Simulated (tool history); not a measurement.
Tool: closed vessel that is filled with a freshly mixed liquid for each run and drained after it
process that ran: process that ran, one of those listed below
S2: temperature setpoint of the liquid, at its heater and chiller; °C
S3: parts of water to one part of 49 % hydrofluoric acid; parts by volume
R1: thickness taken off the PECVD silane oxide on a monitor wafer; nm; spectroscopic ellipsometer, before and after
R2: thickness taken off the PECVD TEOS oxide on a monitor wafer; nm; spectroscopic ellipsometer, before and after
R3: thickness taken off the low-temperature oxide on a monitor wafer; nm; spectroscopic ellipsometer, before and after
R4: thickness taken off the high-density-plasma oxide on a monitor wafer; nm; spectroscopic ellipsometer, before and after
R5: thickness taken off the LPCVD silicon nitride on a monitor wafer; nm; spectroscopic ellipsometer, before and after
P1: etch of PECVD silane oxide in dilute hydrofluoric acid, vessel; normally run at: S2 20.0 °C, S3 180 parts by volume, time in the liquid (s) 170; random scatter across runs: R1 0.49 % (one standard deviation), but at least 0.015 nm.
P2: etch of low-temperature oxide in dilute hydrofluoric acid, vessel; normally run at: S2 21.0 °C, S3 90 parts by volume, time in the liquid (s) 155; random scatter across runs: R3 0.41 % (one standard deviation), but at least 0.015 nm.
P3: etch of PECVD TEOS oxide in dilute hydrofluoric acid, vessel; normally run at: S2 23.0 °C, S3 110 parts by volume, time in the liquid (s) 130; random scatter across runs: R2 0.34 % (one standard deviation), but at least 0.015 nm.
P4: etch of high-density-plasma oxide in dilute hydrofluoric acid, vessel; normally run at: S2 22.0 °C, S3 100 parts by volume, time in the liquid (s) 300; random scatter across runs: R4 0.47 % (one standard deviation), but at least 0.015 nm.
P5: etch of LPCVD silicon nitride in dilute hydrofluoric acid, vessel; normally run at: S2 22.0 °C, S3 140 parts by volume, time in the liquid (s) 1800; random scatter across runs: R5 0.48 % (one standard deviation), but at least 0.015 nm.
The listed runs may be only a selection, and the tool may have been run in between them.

Run 1, hour 7.3: process that ran P1, S2 20.0 °C, S3 180 parts by volume, time in the liquid (s) 170. Result: R1 11.2340 nm.
Run 2, hour 14.8: process that ran P3, S2 23.0 °C, S3 110 parts by volume, time in the liquid (s) 130. Result: R2 11.8090 nm.
Run 3, hour 22.5: process that ran P2, S2 21.0 °C, S3 165 parts by volume, time in the liquid (s) 155. Result: R3 8.3595 nm.
Run 4, hour 27.2: process that ran P2, S2 21.0 °C, S3 90 parts by volume, time in the liquid (s) 155. Result: R3 16.7350 nm.
Run 5, hour 36.1: process that ran P1, S2 20.0 °C, S3 180 parts by volume, time in the liquid (s) 170. Result: R1 11.2620 nm.
Run 6, hour 45.6: process that ran P1, S2 26.0 °C, S3 180 parts by volume, time in the liquid (s) 170. Result: R1 14.1570 nm.
Run 7, hour 52.1: process that ran P3, S2 23.0 °C, S3 195 parts by volume, time in the liquid (s) 130. Result: R2 6.0672 nm.
Run 8, hour 60.1: process that ran P1, S2 20.0 °C, S3 180 parts by volume, time in the liquid (s) 170. Result: R1 11.4110 nm.
Run 9, hour 68.5: process that ran P3, S2 28.0 °C, S3 110 parts by volume, time in the liquid (s) 130. Result: R2 14.3420 nm.
Run 10, hour 73.7: process that ran P1, S2 25.0 °C, S3 275 parts by volume, time in the liquid (s) 170. Result: R1 8.1794 nm.
Run 11, hour 80.8: process that ran P2, S2 17.0 °C, S3 90 parts by volume, time in the liquid (s) 155. Result: R3 14.1870 nm.
Run 12, hour 90.0: process that ran P3, S2 23.0 °C, S3 110 parts by volume, time in the liquid (s) 130. Result: R2 11.8480 nm.
Run 13, hour 97.7: process that ran P1, S2 20.0 °C, S3 180 parts by volume, time in the liquid (s) 270. Result: R1 17.9520 nm.
Run 14, hour 106.8: process that ran P2, S2 21.0 °C, S3 90 parts by volume, time in the liquid (s) 65. Result: R3 7.0261 nm.
Run 15, hour 112.2: process that ran P1, S2 20.0 °C, S3 265 parts by volume, time in the liquid (s) 170. Result: R1 7.1088 nm.
Run 16, hour 117.6: process that ran P2, S2 21.0 °C, S3 90 parts by volume, time in the liquid (s) 155. Result: R3 16.7440 nm.
Run 17, hour 126.8: process that ran P1, S2 17.0 °C, S3 260 parts by volume, time in the liquid (s) 170. Result: R1 6.4780 nm.
Run 18, hour 133.8: process that ran P4, S2 22.0 °C, S3 40 parts by volume, time in the liquid (s) 300. Result: R4 46.7460 nm.
Run 19, hour 138.7: process that ran P1, S2 17.0 °C, S3 180 parts by volume, time in the liquid (s) 170. Result: R1 10.0440 nm.
Run 20, hour 148.1: process that ran P4, S2 22.0 °C, S3 100 parts by volume, time in the liquid (s) 30. Result: R4 1.7673 nm.
Run 21, hour 154.3: process that ran P4, S2 26.5 °C, S3 100 parts by volume, time in the liquid (s) 300. Result: R4 20.7890 nm.
Run 22, hour 159.4: process that ran P5, S2 22.0 °C, S3 140 parts by volume, time in the liquid (s) 2605. Result: R5 9.1981 nm.
Run 23, hour 168.3: process that ran P1, S2 20.0 °C, S3 180 parts by volume, time in the liquid (s) 170. Result: R1 11.2990 nm.
Run 24, hour 173.6: process that ran P5, S2 22.0 °C, S3 35 parts by volume, time in the liquid (s) 1800. Result: R5 24.5750 nm.
Run 25, hour 180.4: process that ran P5, S2 22.0 °C, S3 140 parts by volume, time in the liquid (s) 1800. Result: R5 6.3308 nm.
Run 26, hour 184.7: process that ran P5, S2 28.0 °C, S3 140 parts by volume, time in the liquid (s) 1800. Result: R5 9.3056 nm.
Run 27, hour 191.4: process that ran P1, S2 20.0 °C, S3 75 parts by volume, time in the liquid (s) 170. Result: R1 30.3380 nm.
Run 28, hour 200.9: process that ran P4, S2 22.0 °C, S3 100 parts by volume, time in the liquid (s) 300. Result: R4 17.5570 nm.
Run 29, hour 210.0: process that ran P1, S2 27.0 °C, S3 65 parts by volume, time in the liquid (s) 170. Result: R1 47.0580 nm.
Run 30, hour 216.8: process that ran P3, S2 23.0 °C, S3 110 parts by volume, time in the liquid (s) 30. Result: R2 2.7230 nm.
Run 31, hour 223.1: process that ran P1, S2 20.0 °C, S3 180 parts by volume, time in the liquid (s) 30. Result: R1 1.9824 nm.
Run 32, hour 230.3: process that ran P1, S2 20.0 °C, S3 180 parts by volume, time in the liquid (s) 170. Result: R1 11.2810 nm.
Run 33, hour 237.4: process that ran P1, S2 20.0 °C, S3 180 parts by volume, time in the liquid (s) 170. Result: R1 10.9480 nm.
Run 34, hour 244.3: process that ran P1, S2 20.0 °C, S3 180 parts by volume, time in the liquid (s) 170. Result: R1 10.6600 nm.
Run 35, hour 249.2: process that ran P1, S2 20.0 °C, S3 180 parts by volume, time in the liquid (s) 170. Result: R1 10.5580 nm.
Run 36, hour 256.1: process that ran P1, S2 20.0 °C, S3 180 parts by volume, time in the liquid (s) 170. Result: R1 10.4810 nm.
Run 37, hour 262.3: process that ran P1, S2 20.0 °C, S3 180 parts by volume, time in the liquid (s) 170. Result: R1 10.3840 nm.
Run 38, hour 269.5: process that ran P1, S2 20.0 °C, S3 180 parts by volume, time in the liquid (s) 170. Result: R1 10.3640 nm.
Run 39, hour 274.2: process that ran P1, S2 20.0 °C, S3 180 parts by volume, time in the liquid (s) 170. Result: R1 10.3610 nm.
Run 40, hour 282.5: process that ran P1, S2 20.0 °C, S3 180 parts by volume, time in the liquid (s) 170. Result: R1 10.2790 nm.

P1 has crept away from where it was. The log is fitted equally well by each of these 2 causes, at the sizes shown:
A: hydrofluoric acid flow below the setpoint (%) = 7.12
B: liquid colder than its thermometer reads (K) = 2.22
Creep in the process output first set in at about hour 230.3.

Question marks stand in for the results of the 4 check runs listed below, each run on one wafer. Under which run would the listed causes show clearly different results?
Run check 1, hour 290.8: process that ran P5, S2 22.0 °C, S3 140 parts by volume, time in the liquid (s) 1800. Result: R5 ?.
Run check 2, hour 290.8: process that ran P3, S2 23.0 °C, S3 110 parts by volume, time in the liquid (s) 130. Result: R2 ?.
Run check 3, hour 290.8: process that ran P4, S2 22.0 °C, S3 100 parts by volume, time in the liquid (s) 300. Result: R4 ?.
Run check 4, hour 290.8: process that ran P2, S2 21.0 °C, S3 90 parts by volume, time in the liquid (s) 155. Result: R3 ?.

What every check run would give for each of its results, assuming each possible cause in turn:
  check  result     if A     if B
check 1      R5   5.8830   5.4567
check 2      R2  10.8530  10.7960
check 3      R4  16.0780  15.9550
check 4      R3  15.3690  15.2160
Gap, in per cent, between the two causes that each check separates least, read from the result that separates them most: check 1 7.52 %; check 2 0.53 %; check 3 0.76 %; check 4 1 %
Check 1 distinguishes between the causes, while the remaining checks would return nearly the same result for all of them.

With check 1 done, the readings were: R5 5.4758 nm. Identify which of the listed causes applies.

It was cause B: liquid colder than its thermometer reads (K).
